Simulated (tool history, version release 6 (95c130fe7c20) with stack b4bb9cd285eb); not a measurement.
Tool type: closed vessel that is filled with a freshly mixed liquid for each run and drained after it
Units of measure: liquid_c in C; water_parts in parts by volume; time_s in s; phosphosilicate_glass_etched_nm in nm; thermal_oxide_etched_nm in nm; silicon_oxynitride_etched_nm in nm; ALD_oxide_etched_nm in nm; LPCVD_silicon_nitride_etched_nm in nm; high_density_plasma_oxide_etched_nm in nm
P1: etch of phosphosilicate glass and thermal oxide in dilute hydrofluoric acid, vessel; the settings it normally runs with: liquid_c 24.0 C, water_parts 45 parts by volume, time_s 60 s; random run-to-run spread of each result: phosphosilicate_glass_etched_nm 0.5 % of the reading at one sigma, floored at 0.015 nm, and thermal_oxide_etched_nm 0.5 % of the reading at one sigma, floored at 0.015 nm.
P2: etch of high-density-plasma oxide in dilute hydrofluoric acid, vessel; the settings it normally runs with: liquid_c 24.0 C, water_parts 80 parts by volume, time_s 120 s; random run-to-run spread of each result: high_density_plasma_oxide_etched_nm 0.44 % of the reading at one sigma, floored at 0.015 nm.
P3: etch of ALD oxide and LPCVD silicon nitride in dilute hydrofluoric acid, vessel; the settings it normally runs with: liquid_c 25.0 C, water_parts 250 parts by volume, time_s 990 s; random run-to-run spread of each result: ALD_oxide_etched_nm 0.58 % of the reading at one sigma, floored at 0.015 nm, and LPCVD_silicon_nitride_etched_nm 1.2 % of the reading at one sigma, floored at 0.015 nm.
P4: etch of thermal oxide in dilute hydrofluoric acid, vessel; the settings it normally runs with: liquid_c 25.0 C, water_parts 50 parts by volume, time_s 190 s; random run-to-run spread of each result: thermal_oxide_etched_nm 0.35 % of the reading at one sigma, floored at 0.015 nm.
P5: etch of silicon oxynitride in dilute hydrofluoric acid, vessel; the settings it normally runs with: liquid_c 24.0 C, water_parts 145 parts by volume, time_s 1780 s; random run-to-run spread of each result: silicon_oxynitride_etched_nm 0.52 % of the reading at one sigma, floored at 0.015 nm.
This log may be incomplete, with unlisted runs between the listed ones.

run	hour	process	liquid_c	water_parts	time_s	hours since the thermometer was replaced	hours since the hydrofluoric acid flow meter was replaced	phosphosilicate_glass_etched_nm	thermal_oxide_etched_nm	silicon_oxynitride_etched_nm	ALD_oxide_etched_nm	LPCVD_silicon_nitride_etched_nm	high_density_plasma_oxide_etched_nm
1	15.8	P1	24.0	45	60	320.7	567.5	279.190	7.1507				
2	29.0	P1	18.5	45	60	333.9	580.7	220.340	5.6744				
3	36.9	P1	24.0	20	60	341.8	588.6	645.920	16.6720				
4	48.6	P5	24.0	250	1780	353.5	600.3			13.037			
5	63.6	P1	31.0	45	60	368.5	615.3	369.460	9.5226				
6	74.8	P3	25.0	420	990	379.7	626.5				20.791	1.3847	
7	90.6	P1	24.0	45	60	395.5	642.3	279.710	7.1317				
8	100.5	P1	24.0	45	90	405.4	652.2	415.080	10.7130				
9	113.9	P3	33.0	250	990	418.8	665.6				53.990	3.7289	
10	123.3	P1	24.0	45	60	428.2	675.0	277.360	7.1161				
11	131.6	P1	24.0	70	60	436.5	683.3	174.090	4.4967				
12	140.3	P4	25.0	50	190	445.2	692.0		19.5040				
13	155.6	P3	25.0	250	990	460.5	707.3				41.079	2.2720	
14	168.6	P1	24.0	45	30	473.5	720.3	139.910	3.5660				
15	183.9	P5	30.5	145	1780	488.8	735.6			32.403			
16	194.7	P5	24.0	145	1780	499.6	746.4			24.380			
17	202.7	P1	24.0	45	60	507.6	754.4	278.920	7.2360				
18	211.9	P2	24.0	130	120	516.8	763.6						8.2216
19	222.5	P1	24.0	65	30	527.4	774.2	93.468	2.4136				
20	236.8	P2	24.0	80	120	541.7	788.5						14.1000
21	246.7	P3	25.0	250	1570	551.6	798.4				65.633	3.7604	

Predict the results of run 22:
22	255.2	P5	24.0	145	2985	560.1	806.9			?			

Run 22 yielded silicon_oxynitride_etched_nm 40.499 nm.
